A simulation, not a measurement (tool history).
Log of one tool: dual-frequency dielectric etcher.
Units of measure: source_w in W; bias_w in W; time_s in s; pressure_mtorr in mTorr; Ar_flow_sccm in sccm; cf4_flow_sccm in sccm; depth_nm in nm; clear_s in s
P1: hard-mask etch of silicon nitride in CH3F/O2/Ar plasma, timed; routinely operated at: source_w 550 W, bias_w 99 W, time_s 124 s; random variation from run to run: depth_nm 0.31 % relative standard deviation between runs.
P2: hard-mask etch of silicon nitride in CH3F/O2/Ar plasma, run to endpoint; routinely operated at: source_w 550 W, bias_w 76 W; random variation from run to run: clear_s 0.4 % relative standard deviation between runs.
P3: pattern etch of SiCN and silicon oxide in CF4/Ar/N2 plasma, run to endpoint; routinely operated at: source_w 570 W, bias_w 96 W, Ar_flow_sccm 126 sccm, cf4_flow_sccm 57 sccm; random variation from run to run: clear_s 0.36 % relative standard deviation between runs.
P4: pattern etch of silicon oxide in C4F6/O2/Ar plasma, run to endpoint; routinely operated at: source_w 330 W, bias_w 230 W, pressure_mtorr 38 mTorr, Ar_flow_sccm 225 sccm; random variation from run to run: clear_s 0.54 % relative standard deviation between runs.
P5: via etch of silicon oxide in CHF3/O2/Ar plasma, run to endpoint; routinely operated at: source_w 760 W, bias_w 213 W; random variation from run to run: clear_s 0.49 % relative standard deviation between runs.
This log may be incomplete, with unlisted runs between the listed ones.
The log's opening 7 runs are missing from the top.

run,day,process,source_w,bias_w,time_s,pressure_mtorr,Ar_flow_sccm,cf4_flow_sccm,hours since the last wet clean,hours since the last source power generator calibration,hours since the last bias power generator calibration,depth_nm,clear_s
8,1.725,P1,780,99,124,,,,18.6,564.9,731.7,123.66,
9,1.883,P2,550,59,,,,,22.4,568.7,735.5,,71.348
10,2.183,P4,330,230,,48.5,225,,29.6,575.9,742.7,,14.576
11,2.492,P4,330,230,,38,225,,37,583.3,750.1,,14.286
12,2.788,P3,570,96,,,82,57,44.1,590.4,757.2,,13.023
13,3.108,P4,330,230,,38,225,,51.8,598.1,764.9,,14.189
14,3.329,P1,550,99,71.5,,,,57.1,603.4,770.2,62.709,
15,3.65,P1,550,69,124,,,,64.8,611.1,777.9,95.434,
16,3.8,P3,570,123,,,126,57,68.4,614.7,781.5,,12.58
17,4.096,P1,550,99,124,,,,75.5,621.8,788.6,108.29,
18,4.304,P4,330,230,,38,136,,80.5,626.8,793.6,,13.514
19,4.558,P1,550,125,162.5,,,,86.6,632.9,799.7,154.67,
20,4.854,P5,760,213,,,,,93.7,640,806.8,,184.92
21,5.108,P4,400,230,,38,225,,99.8,646.1,812.9,,13.218
22,5.383,P1,550,99,124,,,,106.4,652.7,819.5,108.4,
23,5.608,P3,570,96,,,126,57,111.8,658.1,824.9,,13.848

The next listed run, before its measurement:
24,5.817,P3,400,96,,,126,57,116.8,663.1,829.9,,?

clear_s: 18.827 s
